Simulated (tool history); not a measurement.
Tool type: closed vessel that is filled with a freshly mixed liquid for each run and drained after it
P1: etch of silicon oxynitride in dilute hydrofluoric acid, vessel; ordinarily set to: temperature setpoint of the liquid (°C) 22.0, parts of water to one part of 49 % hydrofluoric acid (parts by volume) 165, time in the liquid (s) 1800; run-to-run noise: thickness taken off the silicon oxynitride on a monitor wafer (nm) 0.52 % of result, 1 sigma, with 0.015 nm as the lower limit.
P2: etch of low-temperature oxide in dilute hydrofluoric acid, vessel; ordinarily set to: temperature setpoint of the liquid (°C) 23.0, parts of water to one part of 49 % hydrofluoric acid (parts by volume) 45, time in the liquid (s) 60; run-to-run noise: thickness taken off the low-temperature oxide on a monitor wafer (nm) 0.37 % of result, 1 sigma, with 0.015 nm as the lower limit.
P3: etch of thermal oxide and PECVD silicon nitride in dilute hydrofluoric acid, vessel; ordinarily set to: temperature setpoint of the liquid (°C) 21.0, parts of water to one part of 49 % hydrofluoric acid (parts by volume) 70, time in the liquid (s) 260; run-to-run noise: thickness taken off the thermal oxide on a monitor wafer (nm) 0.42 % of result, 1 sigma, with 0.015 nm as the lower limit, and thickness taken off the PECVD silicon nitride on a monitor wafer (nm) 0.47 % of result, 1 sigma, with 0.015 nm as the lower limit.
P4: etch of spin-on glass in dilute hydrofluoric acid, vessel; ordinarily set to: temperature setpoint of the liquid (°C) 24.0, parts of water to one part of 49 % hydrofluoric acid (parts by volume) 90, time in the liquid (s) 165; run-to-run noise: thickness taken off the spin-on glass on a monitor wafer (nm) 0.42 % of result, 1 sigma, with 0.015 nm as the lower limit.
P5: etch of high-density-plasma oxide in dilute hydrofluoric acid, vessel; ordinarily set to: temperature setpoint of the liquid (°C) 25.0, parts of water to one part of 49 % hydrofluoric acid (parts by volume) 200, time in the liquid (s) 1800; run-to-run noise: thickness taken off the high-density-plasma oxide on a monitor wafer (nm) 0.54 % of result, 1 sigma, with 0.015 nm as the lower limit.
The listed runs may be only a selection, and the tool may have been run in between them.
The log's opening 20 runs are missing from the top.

| run | day | process that ran | temperature setpoint of the liquid (°C) | parts of water to one part of 49 % hydrofluoric acid (parts by volume) | time in the liquid (s) | thickness taken off the silicon oxynitride on a monitor wafer (nm) | thickness taken off the thermal oxide on a monitor wafer (nm) | thickness taken off the PECVD silicon nitride on a monitor wafer (nm) | thickness taken off the spin-on glass on a monitor wafer (nm) | thickness taken off the low-temperature oxide on a monitor wafer (nm) | thickness taken off the high-density-plasma oxide on a monitor wafer (nm) |
|---|---|---|---|---|---|---|---|---|---|---|---|
| 21 | 6.571 | P1 | 22.0 | 165 | 1800 | 15.9410 |  |  |  |  |  |
| 22 | 6.862 | P1 | 22.0 | 165 | 1800 | 15.7370 |  |  |  |  |  |
| 23 | 7.188 | P1 | 22.0 | 165 | 3430 | 30.0830 |  |  |  |  |  |
| 24 | 7.588 | P4 | 24.0 | 90 | 165 |  |  |  | 51.140 |  |  |
| 25 | 7.929 | P5 | 25.0 | 200 | 3365 |  |  |  |  |  | 79.513 |
| 26 | 8.229 | P2 | 18.0 | 45 | 60 |  |  |  |  | 34.268 |  |
| 27 | 8.492 | P2 | 23.0 | 25 | 60 |  |  |  |  | 77.712 |  |
| 28 | 8.783 | P1 | 22.0 | 165 | 1800 | 15.8120 |  |  |  |  |  |
| 29 | 9.058 | P1 | 22.0 | 100 | 3060 | 46.8260 |  |  |  |  |  |
| 30 | 9.346 | P5 | 25.0 | 200 | 1800 |  |  |  |  |  | 42.413 |
| 31 | 9.575 | P1 | 18.5 | 165 | 145 | 1.1070 |  |  |  |  |  |
| 32 | 9.992 | P5 | 31.5 | 200 | 1800 |  |  |  |  |  | 53.551 |
| 33 | 10.229 | P1 | 22.0 | 165 | 1800 | 15.8120 |  |  |  |  |  |
| 34 | 10.483 | P1 | 22.0 | 165 | 1800 | 16.1350 |  |  |  |  |  |
| 35 | 10.662 | P1 | 22.0 | 165 | 1800 | 16.3380 |  |  |  |  |  |
| 36 | 11.038 | P1 | 22.0 | 165 | 1800 | 16.6450 |  |  |  |  |  |

Estimate the outcome of run 37 from the log above:
| 37 | 11.238 | P1 | 22.0 | 165 | 1800 | ? |  |  |  |  |  |

Run 37 came out at thickness taken off the silicon oxynitride on a monitor wafer (nm) 16.7010.

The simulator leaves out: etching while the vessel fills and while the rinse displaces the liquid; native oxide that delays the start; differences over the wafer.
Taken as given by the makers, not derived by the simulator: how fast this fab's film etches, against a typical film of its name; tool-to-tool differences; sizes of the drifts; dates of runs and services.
